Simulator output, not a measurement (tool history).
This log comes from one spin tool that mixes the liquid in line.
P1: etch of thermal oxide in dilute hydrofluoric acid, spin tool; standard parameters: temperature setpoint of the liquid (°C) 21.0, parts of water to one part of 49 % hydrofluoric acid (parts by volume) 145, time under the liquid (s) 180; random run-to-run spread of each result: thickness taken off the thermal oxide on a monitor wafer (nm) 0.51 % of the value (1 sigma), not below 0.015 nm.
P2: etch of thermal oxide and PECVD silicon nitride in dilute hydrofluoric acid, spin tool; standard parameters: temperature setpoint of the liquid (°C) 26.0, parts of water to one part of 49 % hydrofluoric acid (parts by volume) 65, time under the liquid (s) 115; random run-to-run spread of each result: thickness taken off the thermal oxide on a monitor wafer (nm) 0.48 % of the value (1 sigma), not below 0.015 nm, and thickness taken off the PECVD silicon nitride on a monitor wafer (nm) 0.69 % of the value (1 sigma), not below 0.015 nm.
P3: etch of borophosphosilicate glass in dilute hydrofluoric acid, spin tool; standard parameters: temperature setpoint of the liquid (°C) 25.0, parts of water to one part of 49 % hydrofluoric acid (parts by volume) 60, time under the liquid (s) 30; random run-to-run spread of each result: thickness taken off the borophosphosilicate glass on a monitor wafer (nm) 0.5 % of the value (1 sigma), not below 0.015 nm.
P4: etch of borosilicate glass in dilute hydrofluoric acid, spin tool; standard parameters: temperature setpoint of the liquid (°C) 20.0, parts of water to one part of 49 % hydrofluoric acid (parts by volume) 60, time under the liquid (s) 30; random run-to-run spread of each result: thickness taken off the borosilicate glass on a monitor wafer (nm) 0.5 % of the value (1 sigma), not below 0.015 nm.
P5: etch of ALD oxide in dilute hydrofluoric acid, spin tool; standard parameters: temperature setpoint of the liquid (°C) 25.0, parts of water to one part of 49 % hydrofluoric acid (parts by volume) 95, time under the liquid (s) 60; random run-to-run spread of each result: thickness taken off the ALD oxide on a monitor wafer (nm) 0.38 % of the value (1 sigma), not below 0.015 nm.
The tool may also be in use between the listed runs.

| run | hour | process that ran | temperature setpoint of the liquid (°C) | parts of water to one part of 49 % hydrofluoric acid (parts by volume) | time under the liquid (s) | thickness taken off the thermal oxide on a monitor wafer (nm) | thickness taken off the PECVD silicon nitride on a monitor wafer (nm) | thickness taken off the borophosphosilicate glass on a monitor wafer (nm) | thickness taken off the borosilicate glass on a monitor wafer (nm) | thickness taken off the ALD oxide on a monitor wafer (nm) |
|---|---|---|---|---|---|---|---|---|---|---|
| 1 | 4.5 | P1 | 21.0 | 145 | 180 | 5.3148 |  |  |  |  |
| 2 | 8.0 | P2 | 26.0 | 65 | 115 | 8.9552 | 3.2625 |  |  |  |
| 3 | 11.6 | P2 | 26.0 | 65 | 115 | 8.8291 | 3.2705 |  |  |  |
| 4 | 17.8 | P1 | 17.0 | 145 | 180 | 4.5137 |  |  |  |  |
| 5 | 23.7 | P1 | 21.0 | 145 | 180 | 5.3076 |  |  |  |  |
| 6 | 27.3 | P3 | 17.5 | 60 | 30 |  |  | 22.230 |  |  |
| 7 | 31.1 | P4 | 20.0 | 60 | 45 |  |  |  | 23.2720 |  |
| 8 | 35.9 | P3 | 25.0 | 60 | 30 |  |  | 30.317 |  |  |
| 9 | 39.9 | P2 | 21.5 | 65 | 115 | 7.3718 | 2.3996 |  |  |  |
| 10 | 45.3 | P3 | 25.0 | 60 | 30 |  |  | 30.522 |  |  |
| 11 | 51.0 | P4 | 20.0 | 105 | 30 |  |  |  | 8.3591 |  |
| 12 | 56.9 | P1 | 26.0 | 145 | 180 | 6.5042 |  |  |  |  |
| 13 | 60.3 | P3 | 25.0 | 60 | 15 |  |  | 15.156 |  |  |
| 14 | 64.6 | P1 | 21.0 | 145 | 305 | 8.9364 |  |  |  |  |
| 15 | 69.3 | P5 | 25.0 | 95 | 60 |  |  |  |  | 21.075 |
| 16 | 73.6 | P5 | 25.0 | 95 | 60 |  |  |  |  | 21.192 |
| 17 | 78.0 | P1 | 21.0 | 145 | 180 | 5.2566 |  |  |  |  |
| 18 | 81.8 | P1 | 17.0 | 195 | 180 | 3.1710 |  |  |  |  |
| 19 | 84.8 | P1 | 17.0 | 245 | 180 | 2.3833 |  |  |  |  |
| 20 | 87.6 | P1 | 21.0 | 55 | 60 | 5.1322 |  |  |  |  |
| 21 | 92.5 | P4 | 26.0 | 60 | 30 |  |  |  | 19.6160 |  |
| 22 | 96.5 | P1 | 21.0 | 85 | 180 | 9.6357 |  |  |  |  |
| 23 | 100.2 | P2 | 26.0 | 65 | 230 | 17.7810 | 6.5668 |  |  |  |
| 24 | 104.0 | P1 | 21.0 | 145 | 45 | 1.3309 |  |  |  |  |
| 25 | 107.8 | P1 | 21.0 | 145 | 180 | 5.3619 |  |  |  |  |
| 26 | 111.9 | P4 | 20.0 | 60 | 30 |  |  |  | 15.4640 |  |
| 27 | 115.0 | P5 | 19.5 | 95 | 60 |  |  |  |  | 16.906 |
| 28 | 121.2 | P3 | 25.0 | 100 | 30 |  |  | 17.317 |  |  |
| 29 | 125.5 | P5 | 25.0 | 95 | 30 |  |  |  |  | 10.424 |
| 30 | 128.7 | P1 | 21.0 | 145 | 180 | 5.3273 |  |  |  |  |
| 31 | 131.4 | P1 | 21.0 | 230 | 180 | 3.0499 |  |  |  |  |
| 32 | 135.2 | P2 | 26.0 | 20 | 115 | 30.8140 | 10.2940 |  |  |  |
| 33 | 140.0 | P5 | 25.0 | 175 | 60 |  |  |  |  | 10.367 |
| 34 | 144.1 | P1 | 21.0 | 145 | 180 | 5.2861 |  |  |  |  |
| 35 | 149.4 | P1 | 21.0 | 145 | 180 | 5.3791 |  |  |  |  |
| 36 | 154.7 | P1 | 21.0 | 145 | 180 | 5.5846 |  |  |  |  |
| 37 | 160.8 | P1 | 21.0 | 145 | 180 | 5.5953 |  |  |  |  |
| 38 | 164.1 | P1 | 21.0 | 145 | 180 | 5.6600 |  |  |  |  |
| 39 | 169.3 | P1 | 21.0 | 145 | 180 | 5.5783 |  |  |  |  |

The next listed run, before its measurement:
| 40 | 173.8 | P1 | 21.0 | 145 | 180 | ? |  |  |  |  |

Run 40 measured thickness taken off the thermal oxide on a monitor wafer (nm) 5.6363.
